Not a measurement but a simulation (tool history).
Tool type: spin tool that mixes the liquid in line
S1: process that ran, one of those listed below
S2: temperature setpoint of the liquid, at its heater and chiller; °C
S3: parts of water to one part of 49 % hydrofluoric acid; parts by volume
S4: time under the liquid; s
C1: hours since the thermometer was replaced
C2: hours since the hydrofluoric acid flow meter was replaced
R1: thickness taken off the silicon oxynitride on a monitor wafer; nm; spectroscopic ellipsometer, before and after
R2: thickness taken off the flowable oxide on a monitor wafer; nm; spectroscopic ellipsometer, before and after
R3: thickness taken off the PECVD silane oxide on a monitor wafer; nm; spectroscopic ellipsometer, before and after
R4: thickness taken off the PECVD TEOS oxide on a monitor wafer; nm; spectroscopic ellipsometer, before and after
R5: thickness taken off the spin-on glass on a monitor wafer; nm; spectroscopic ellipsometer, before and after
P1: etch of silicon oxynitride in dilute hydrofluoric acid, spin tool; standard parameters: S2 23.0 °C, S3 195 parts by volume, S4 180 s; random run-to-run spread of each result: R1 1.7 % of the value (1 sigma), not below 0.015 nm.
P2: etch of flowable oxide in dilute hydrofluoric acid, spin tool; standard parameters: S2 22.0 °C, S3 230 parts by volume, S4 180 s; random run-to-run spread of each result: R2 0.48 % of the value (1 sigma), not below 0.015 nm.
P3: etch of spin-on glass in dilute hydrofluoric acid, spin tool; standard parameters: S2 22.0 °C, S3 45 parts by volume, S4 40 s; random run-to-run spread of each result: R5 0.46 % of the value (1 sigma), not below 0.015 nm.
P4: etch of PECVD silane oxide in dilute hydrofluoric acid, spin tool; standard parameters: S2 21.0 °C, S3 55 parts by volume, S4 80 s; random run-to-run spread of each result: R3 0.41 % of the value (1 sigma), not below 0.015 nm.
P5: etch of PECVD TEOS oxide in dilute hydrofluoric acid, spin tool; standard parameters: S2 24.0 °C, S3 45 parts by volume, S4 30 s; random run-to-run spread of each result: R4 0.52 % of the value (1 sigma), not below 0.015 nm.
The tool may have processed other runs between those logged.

run	day	S1	S2	S3	S4	C1	C2	R1	R2	R3	R4	R5
1	0.400	P1	23.0	195	180	1681.6	625.5	1.62870				
2	0.717	P2	22.0	230	180	1689.2	633.1		17.3570			
3	0.992	P4	21.0	80	80	1695.8	639.7			28.403		
4	1.321	P5	24.0	45	30	1703.7	647.6				17.0440	
5	1.542	P1	29.0	320	180	1709.0	652.9	1.14590				
6	1.862	P1	23.0	195	180	1716.7	660.6	1.61610				
7	2.183	P1	23.0	195	180	1724.4	668.3	1.59720				
8	2.367	P3	22.0	45	15	1728.8	672.7					9.7642
9	2.729	P4	21.0	55	80	1737.5	681.4			42.405		
10	2.962	P4	21.0	55	25	1743.1	687.0			13.399		
11	3.283	P5	24.0	45	15	1750.8	694.7				8.6288	
12	3.633	P3	22.0	70	40	1759.2	703.1					16.3010
13	3.979	P1	23.0	195	85	1767.5	711.4	0.77647				
14	4.192	P5	24.0	20	30	1772.6	716.5				39.9040	
15	4.600	P2	17.0	230	180	1782.4	726.3		14.2210			
16	4.992	P4	29.0	55	80	1791.8	735.7			59.260		
17	5.254	P1	31.0	195	180	1798.1	742.0	2.24190				
18	5.458	P1	23.0	40	180	1803.0	746.9	8.98980				
19	5.838	P3	22.0	45	40	1812.1	756.0					25.9450
20	6.229	P1	23.0	195	180	1821.5	765.4	1.57120				
21	6.504	P3	27.0	45	40	1828.1	772.0					32.2670
22	6.754	P1	23.0	195	310	1834.1	778.0	2.67270				
23	7.000	P1	23.0	275	180	1840.0	783.9	1.03380				
24	7.229	P1	23.0	195	180	1845.5	789.4	1.62510				
25	7.567	P5	31.5	45	30	1853.6	797.5				23.2960	
26	7.938	P2	22.0	230	15	1862.5	806.4		1.4237			
27	8.150	P2	22.0	230	180	1867.6	811.5		17.2800			
28	8.450	P5	24.0	45	30	1874.8	818.7				17.0910	
29	8.804	P3	22.0	45	40	1883.3	827.2					26.2640
30	9.146	P2	22.0	400	180	1891.5	835.4		8.4442			
31	9.358	P1	17.5	195	180	1896.6	840.5	1.23300				
32	9.542	P1	23.0	195	180	1901.0	844.9	1.64130				
33	9.800	P1	23.0	195	180	1907.2	851.1	1.71750				
34	10.021	P1	23.0	195	180	1912.5	856.4	1.72440				
35	10.208	P1	23.0	195	180	1917.0	860.9	1.73070				
36	10.579	P1	23.0	195	180	1925.9	869.8	1.69190				
37	10.817	P1	23.0	195	180	1931.6	875.5	1.81690				
38	11.033	P1	23.0	195	180	1936.8	880.7	1.76720				

P1 has crept away from where it was. The log is fitted equally well by each of these 2 causes, at the sizes shown:
A: liquid hotter than its thermometer reads (K) = 2.13
B: hydrofluoric acid flow above the setpoint (%) = 8.72
The creep began at about day 9.542.

Which of the 4 check runs listed below, each an average over 2 wafers with its results shown as question marks, gives clearly different results under the different listed causes?
check 1	11.250	P3	22.0	65	15							?
check 2	11.250	P2	22.0	365	55				?			
check 3	11.250	P5	24.0	35	30						?	
check 4	11.250	P4	28.0	55	80					?		

What every check run would give for each of its results, assuming each possible cause in turn:
check	result	if A	if B
check 1	R5	7.1924	7.2120
check 2	R2	3.1434	3.2639
check 3	R4	24.3500	24.3360
check 4	R3	61.695	62.078
Per-check spread between the two closest causes, in the result where they differ most: check 1 0.27 %; check 2 3.76 %; check 3 0.06 %; check 4 0.62 %
Check 2 distinguishes between the causes, while the remaining checks would return nearly the same result for all of them.

The results of check 2 are: R2 3.1641 nm. Based on these, which of the listed causes is it?

Of the candidate causes, it is A: liquid hotter than its thermometer reads (K).

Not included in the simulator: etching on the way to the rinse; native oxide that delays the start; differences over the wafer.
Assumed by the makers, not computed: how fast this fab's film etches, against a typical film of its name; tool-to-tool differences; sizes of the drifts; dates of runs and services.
